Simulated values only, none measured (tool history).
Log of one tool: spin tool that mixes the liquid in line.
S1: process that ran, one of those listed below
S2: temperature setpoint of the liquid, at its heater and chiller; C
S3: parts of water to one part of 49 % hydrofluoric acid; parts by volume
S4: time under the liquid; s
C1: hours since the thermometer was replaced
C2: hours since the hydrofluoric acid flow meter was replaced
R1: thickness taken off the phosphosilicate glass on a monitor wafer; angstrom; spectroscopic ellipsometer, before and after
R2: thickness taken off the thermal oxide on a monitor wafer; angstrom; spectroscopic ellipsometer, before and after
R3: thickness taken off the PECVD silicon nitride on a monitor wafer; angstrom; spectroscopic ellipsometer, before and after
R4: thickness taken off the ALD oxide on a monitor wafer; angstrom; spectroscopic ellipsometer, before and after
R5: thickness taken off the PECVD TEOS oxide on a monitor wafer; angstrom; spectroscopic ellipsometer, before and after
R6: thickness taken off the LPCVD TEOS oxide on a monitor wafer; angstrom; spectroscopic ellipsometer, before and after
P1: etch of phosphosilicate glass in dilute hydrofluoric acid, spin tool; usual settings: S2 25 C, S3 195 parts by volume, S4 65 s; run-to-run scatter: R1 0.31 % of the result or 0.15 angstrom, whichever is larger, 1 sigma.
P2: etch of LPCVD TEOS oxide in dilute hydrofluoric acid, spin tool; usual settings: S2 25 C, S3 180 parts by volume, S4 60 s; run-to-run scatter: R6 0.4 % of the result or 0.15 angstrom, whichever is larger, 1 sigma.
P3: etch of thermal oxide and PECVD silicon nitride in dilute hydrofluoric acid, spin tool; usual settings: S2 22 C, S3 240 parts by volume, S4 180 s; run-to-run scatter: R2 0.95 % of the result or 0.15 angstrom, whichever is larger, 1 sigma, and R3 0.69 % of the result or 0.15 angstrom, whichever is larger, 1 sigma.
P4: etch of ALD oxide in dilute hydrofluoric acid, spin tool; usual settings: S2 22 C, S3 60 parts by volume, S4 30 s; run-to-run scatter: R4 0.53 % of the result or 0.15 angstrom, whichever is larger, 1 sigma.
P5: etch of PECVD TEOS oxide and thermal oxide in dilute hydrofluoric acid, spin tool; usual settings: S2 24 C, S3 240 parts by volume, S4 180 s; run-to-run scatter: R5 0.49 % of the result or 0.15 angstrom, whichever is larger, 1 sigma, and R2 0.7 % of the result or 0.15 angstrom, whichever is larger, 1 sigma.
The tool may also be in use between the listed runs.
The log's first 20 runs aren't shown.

| run | hour | S1 | S2 | S3 | S4 | C1 | C2 | R1 | R2 | R3 | R4 | R5 | R6 |
|---|---|---|---|---|---|---|---|---|---|---|---|---|---|
| 21 | 149.6 | P4 | 22 | 35 | 30 | 877.1 | 17.2 |  |  |  | 249.9 |  |  |
| 22 | 157 | P1 | 25 | 195 | 65 | 884.5 | 24.6 | 384.43 |  |  |  |  |  |
|  | 166.2 | thermometer replaced |
| 23 | 166.6 | P5 | 24 | 60 | 180 | 0.4 | 34.2 |  | 148.73 |  |  | 504.71 |  |
| 24 | 173.4 | P1 | 25 | 355 | 65 | 7.2 | 41 | 179.99 |  |  |  |  |  |
| 25 | 178.4 | P1 | 31 | 260 | 65 | 12.2 | 46 | 330.08 |  |  |  |  |  |
| 26 | 184.1 | P3 | 22 | 240 | 180 | 17.9 | 51.7 |  | 28.217 | 37.246 |  |  |  |
| 27 | 190.6 | P1 | 25 | 195 | 65 | 24.4 | 58.2 | 384.69 |  |  |  |  |  |
| 28 | 195.6 | P2 | 25 | 180 | 115 | 29.4 | 63.2 |  |  |  |  |  | 99.792 |
| 29 | 203.8 | P3 | 30 | 240 | 180 | 37.6 | 71.4 |  | 37.718 | 60.963 |  |  |  |
| 30 | 211.6 | P1 | 29 | 195 | 65 | 45.4 | 79.2 | 441.71 |  |  |  |  |  |
| 31 | 221 | P1 | 25 | 195 | 65 | 54.8 | 88.6 | 384.93 |  |  |  |  |  |
| 32 | 227.4 | P1 | 25 | 195 | 65 | 61.2 | 95 | 389.05 |  |  |  |  |  |
| 33 | 234.3 | P1 | 25 | 195 | 65 | 68.1 | 101.9 | 395.38 |  |  |  |  |  |
| 34 | 242 | P1 | 25 | 195 | 65 | 75.8 | 109.6 | 398.83 |  |  |  |  |  |
| 35 | 251.4 | P1 | 25 | 195 | 65 | 85.2 | 119 | 403.59 |  |  |  |  |  |
| 36 | 256 | P1 | 25 | 195 | 65 | 89.8 | 123.6 | 401.73 |  |  |  |  |  |

Run 37 comes next. What will it give?
| 37 | 260.7 | P1 | 25 | 195 | 65 | 94.5 | 128.3 | ? |  |  |  |  |  |

R1: 404.35 angstrom
